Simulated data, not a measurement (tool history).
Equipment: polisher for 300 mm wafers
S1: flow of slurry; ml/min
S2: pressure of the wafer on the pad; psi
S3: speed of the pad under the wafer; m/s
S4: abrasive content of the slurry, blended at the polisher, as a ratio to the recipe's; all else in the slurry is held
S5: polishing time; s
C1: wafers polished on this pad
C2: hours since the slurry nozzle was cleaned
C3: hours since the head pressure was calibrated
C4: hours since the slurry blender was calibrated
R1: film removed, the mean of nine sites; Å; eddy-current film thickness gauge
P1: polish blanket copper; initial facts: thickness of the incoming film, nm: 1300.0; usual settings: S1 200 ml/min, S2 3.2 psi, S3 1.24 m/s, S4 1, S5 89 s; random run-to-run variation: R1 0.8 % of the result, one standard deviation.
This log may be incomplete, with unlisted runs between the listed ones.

run   hour   S1   S2    S3    S4   S5    C1     C2     C3     C4      R1
  1     10  200  3.2  1.24     1   89   471    247  247.4  167.1  4232.7
  2   21.7  200  1.5  1.24     1   89   556  258.7  259.1  178.8  1957.2
  3   35.1  200  3.2  1.24  0.55   89   652  272.1  272.5  192.2  3772.8
  4   42.2  200  4.7  1.24     1   89   704  279.2  279.6  199.3    6163
  5   53.9  200  3.2  1.92     1  127   788  290.9  291.3    211  9301.9
  6   68.2  200  3.2  0.68     1   89   891  305.2  305.6  225.3  2308.5
  7   79.5  200  3.2  1.24     1   42   973  316.5  316.9  236.6  1995.3
  8   87.9  120  3.2  1.24     1   89  1033  324.9  325.3    245  3901.5
  9   97.8  200  3.2  1.24     1  123  1105  334.8  335.2  254.9  5817.8
 10  104.2  200  3.2  1.62     1   89  1151  341.2  341.6  261.3  5484.5
 11  113.6  200  3.2  1.24  1.45   89  1219  350.6    351  270.7  4492.7
 12  127.1  200  3.2  1.24     1   89  1316  364.1  364.5  284.2  4234.3
 13  137.9  200  3.2  1.24     1   89  1394  374.9  375.3    295  4177.8
       147  -- worn pad replaced by a new one
 14  150.3  200  3.2  1.24     1   89    23  387.3  387.7  307.4  4192.8
 15  156.6  305  3.2  1.24     1   89    69  393.6    394  313.7  4430.2
 16  167.4  200  3.2  1.24     1   89   147  404.4  404.8  324.5  4218.5
 17  174.3  200  4.2  0.66     1   89   197  411.3  411.7  331.4  2930.6
 18  187.1  200  3.2  1.24     1   89   289  424.1  424.5  344.2  4164.1
 19    198  200  3.2  1.24     1   89   367    435  435.4  355.1  4068.7
 20  205.5  200  3.2  1.24     1   89   422  442.5  442.9  362.6  4087.6
 21  216.8  200  3.2  1.24     1   89   503  453.8  454.2  373.9  3971.8
     223.1  -- slurry blender recalibrated
 22  224.7  200  3.2  1.24     1   89   560  461.7  462.1    1.7  4011.4
     225.3  -- worn pad replaced by a new one
 23    232  200  3.2  1.24     1   89    48    469  469.4      9  3981.7
 24  240.4  200  3.2  1.24     1   89   109  477.4  477.8   17.4  3958.7
 25  250.1  200  3.2  1.24     1   89   179  487.1  487.5   27.1  4026.3

The output of P1 has drifted from where it used to be. Each of the 2 causes below, taken at the size shown beside it, accounts for the log equally well:
A: head's pressure below its setpoint, % = 5.29
B: slurry flow missing at the pad, % = 29.6
The gradual shift began around hour 187.1.
Every other cause this tool's parts could produce, and why it does not fit the log:
removal rate lost through wear of the pad, %: maintenance at hour 225.3, after the shift began, did not return the process to its former output
abrasive missing from the slurry, %: maintenance at hour 223.1, after the shift began, did not return the process to its former output

Which of the check runs below tells the causes apart, meaning the causes would give it clearly different results? Each run uses 5 wafers whose results are averaged, and each result is shown as a question mark.
check 1  259.8  200  3.2  1.24  0.55  49                   ?
check 2  259.8  200  1.9  1.24  0.65  89                   ?
check 3  259.8  200  4.4  1.24  1.45  89                   ?
check 4  259.8  120  3.2  1.24     1  89                   ?

Expected result of each check under each candidate cause:
  check  result    if A    if B
check 1      R1  1945.3  1945.2
check 2      R1  2169.4  2169.4
check 3      R1  5962.5  5962.4
check 4      R1  3669.6  3553.7
How far apart the two closest causes lie, in the result that separates them most: check 1 0 %; check 2 0 %; check 3 0 %; check 4 3.21 %
The other checks would show nearly matching results whichever cause is true, so check 4 is the only one that separates the causes.

The results of check 4 are: R1 3527.1 Å. Based on these, which of the listed causes is it?

Of the candidate causes, it is B: slurry flow missing at the pad, %.
